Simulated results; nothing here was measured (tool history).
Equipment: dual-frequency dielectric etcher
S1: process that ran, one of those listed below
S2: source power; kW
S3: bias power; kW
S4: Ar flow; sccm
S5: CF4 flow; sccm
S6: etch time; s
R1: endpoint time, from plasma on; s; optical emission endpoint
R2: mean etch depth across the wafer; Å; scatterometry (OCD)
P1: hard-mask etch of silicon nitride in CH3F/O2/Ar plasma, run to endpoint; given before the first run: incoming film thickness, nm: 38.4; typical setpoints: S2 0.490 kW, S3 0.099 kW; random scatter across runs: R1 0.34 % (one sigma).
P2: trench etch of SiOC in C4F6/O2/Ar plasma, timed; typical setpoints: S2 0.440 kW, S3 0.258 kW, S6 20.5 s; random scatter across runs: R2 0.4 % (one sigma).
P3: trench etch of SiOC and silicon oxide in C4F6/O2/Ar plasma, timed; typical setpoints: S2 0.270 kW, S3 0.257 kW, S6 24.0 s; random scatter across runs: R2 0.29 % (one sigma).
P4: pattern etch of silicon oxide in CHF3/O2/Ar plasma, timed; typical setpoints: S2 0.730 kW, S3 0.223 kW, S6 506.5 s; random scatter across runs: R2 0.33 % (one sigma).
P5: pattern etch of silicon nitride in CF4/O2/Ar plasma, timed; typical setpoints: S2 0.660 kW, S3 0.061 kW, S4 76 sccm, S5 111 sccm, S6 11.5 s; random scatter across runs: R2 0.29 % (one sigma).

{"run": 1, "day": 0.267, "S1": "P1", "S2": 0.49, "S3": 0.099, "R1": 46.329}
{"run": 2, "day": 0.575, "S1": "P5", "S2": 0.66, "S3": 0.061, "S4": 76, "S5": 111, "S6": 15.0, "R2": 412.69}
{"run": 3, "day": 0.821, "S1": "P1", "S2": 0.49, "S3": 0.099, "R1": 46.581}
{"run": 4, "day": 1.117, "S1": "P4", "S2": 0.73, "S3": 0.223, "S6": 351.0, "R2": 8268.3}
{"run": 5, "day": 1.412, "S1": "P2", "S2": 0.34, "S3": 0.258, "S6": 20.5, "R2": 454.1}
{"run": 6, "day": 1.629, "S1": "P1", "S2": 0.36, "S3": 0.139, "R1": 45.475}
{"run": 7, "day": 1.812, "S1": "P3", "S2": 0.27, "S3": 0.257, "S6": 24.0, "R2": 444.3}
{"run": 8, "day": 2.042, "S1": "P1", "S2": 0.49, "S3": 0.099, "R1": 46.455}
{"run": 9, "day": 2.317, "S1": "P5", "S2": 0.66, "S3": 0.061, "S4": 76, "S5": 111, "S6": 11.5, "R2": 316.91}
{"run": 10, "day": 2.517, "S1": "P4", "S2": 0.73, "S3": 0.136, "S6": 506.5, "R2": 10107.0}
{"run": 11, "day": 2.758, "S1": "P1", "S2": 0.34, "S3": 0.131, "R1": 47.356}
{"run": 12, "day": 2.912, "S1": "P1", "S2": 0.33, "S3": 0.099, "R1": 53.885}
{"run": 13, "day": 3.088, "S1": "P2", "S2": 0.44, "S3": 0.258, "S6": 11.5, "R2": 278.96}
{"run": 14, "day": 3.354, "S1": "P1", "S2": 0.61, "S3": 0.099, "R1": 42.499}
{"run": 15, "day": 3.654, "S1": "P1", "S2": 0.49, "S3": 0.127, "R1": 42.396}
{"run": 16, "day": 3.867, "S1": "P2", "S2": 0.44, "S3": 0.258, "S6": 20.5, "R2": 500.16}
{"run": 17, "day": 4.062, "S1": "P4", "S2": 0.73, "S3": 0.223, "S6": 506.5, "R2": 11897.0}
{"run": 18, "day": 4.312, "S1": "P2", "S2": 0.44, "S3": 0.178, "S6": 20.5, "R2": 443.1}
{"run": 19, "day": 4.517, "S1": "P3", "S2": 0.27, "S3": 0.257, "S6": 15.0, "R2": 279.2}
{"run": 20, "day": 4.662, "S1": "P4", "S2": 0.45, "S3": 0.223, "S6": 506.5, "R2": 9881.8}
{"run": 21, "day": 4.95, "S1": "P3", "S2": 0.36, "S3": 0.257, "S6": 24.0, "R2": 498.07}
{"run": 22, "day": 5.2, "S1": "P3", "S2": 0.27, "S3": 0.257, "S6": 24.0, "R2": 447.02}
{"run": 23, "day": 5.438, "S1": "P3", "S2": 0.27, "S3": 0.155, "S6": 24.0, "R2": 376.4}
{"run": 24, "day": 5.621, "S1": "P5", "S2": 0.66, "S3": 0.061, "S4": 46, "S5": 111, "S6": 11.5, "R2": 329.63}
{"run": 25, "day": 5.892, "S1": "P1", "S2": 0.49, "S3": 0.099, "R1": 46.624}
{"run": 26, "day": 6.05, "S1": "P5", "S2": 0.91, "S3": 0.061, "S4": 76, "S5": 111, "S6": 11.5, "R2": 420.41}
{"run": 27, "day": 6.35, "S1": "P1", "S2": 0.49, "S3": 0.066, "R1": 53.354}
{"run": 28, "day": 6.508, "S1": "P5", "S2": 0.66, "S3": 0.077, "S4": 76, "S5": 111, "S6": 11.5, "R2": 345.5}
{"run": 29, "day": 6.662, "S1": "P5", "S2": 0.66, "S3": 0.061, "S4": 76, "S5": 138, "S6": 11.5, "R2": 322.58}
{"run": 30, "day": 6.912, "S1": "P1", "S2": 0.49, "S3": 0.099, "R1": 46.416}
{"run": 31, "day": 7.233, "S1": "P1", "S2": 0.49, "S3": 0.099, "R1": 46.103}
{"run": 32, "day": 7.421, "S1": "P1", "S2": 0.49, "S3": 0.099, "R1": 45.641}
{"run": 33, "day": 7.712, "S1": "P1", "S2": 0.49, "S3": 0.099, "R1": 45.78}
{"run": 34, "day": 8.012, "S1": "P1", "S2": 0.49, "S3": 0.099, "R1": 45.501}
{"run": 35, "day": 8.162, "S1": "P1", "S2": 0.49, "S3": 0.099, "R1": 45.317}
{"day": 8.233, "done": "wet clean of the chamber"}
{"run": 36, "day": 8.483, "S1": "P1", "S2": 0.49, "S3": 0.099, "R1": 45.709}
{"run": 37, "day": 8.696, "S1": "P1", "S2": 0.49, "S3": 0.099, "R1": 45.521}
{"run": 38, "day": 9.004, "S1": "P1", "S2": 0.49, "S3": 0.099, "R1": 45.615}
{"run": 39, "day": 9.158, "S1": "P1", "S2": 0.49, "S3": 0.099, "R1": 45.678}

What P1 gives has crept off from where it sat before. The 2 causes that follow fit the log equally well, each at the size noted:
A: bias power that arrives over what is set, % = 4.78
B: source power that arrives over what is set, % = 4.64
Onset of the creep was near day 6.912.
Each remaining cause and why it is not a fit:
chamber walls in a state that raises the etch rate, %: was serviced at day 8.233, once the creep was under way, yet the earlier output never came back

Of the 4 check runs listed below, each run on one wafer and each result written as a question mark, which would let you distinguish the listed causes because they would give clearly different results?
{"run": "check 1", "day": 9.312, "S1": "P4", "S2": 0.73, "S3": 0.165, "S6": 506.5, "R2": "?"}
{"run": "check 2", "day": 9.312, "S1": "P3", "S2": 0.27, "S3": 0.166, "S6": 16.5, "R2": "?"}
{"run": "check 3", "day": 9.312, "S1": "P5", "S2": 0.9, "S3": 0.07, "S4": 76, "S5": 111, "S6": 11.5, "R2": "?"}
{"run": "check 4", "day": 9.312, "S1": "P2", "S2": 0.35, "S3": 0.258, "S6": 13.0, "R2": "?"}

Expected result of each check under each candidate cause:
check=check_1 result=R2 if_A=10911.00 if_B=10936.00
check=check_2 result=R2 if_A=269.01 if_B=269.70
check=check_3 result=R2 if_A=443.42 if_B=453.44
check=check_4 result=R2 if_A=295.14 if_B=295.48
Per-check spread between the two closest causes, in the result where they differ most: check 1 0.22 %; check 2 0.26 %; check 3 2.24 %; check 4 0.12 %
Check 3 is the one run that separates the causes; every other check would come out nearly the same whichever cause is at work.

Check 3 has now been run. It gave: R2 454.90 Å. Which of the candidate causes is it?

It is B: source power that arrives over what is set, %.
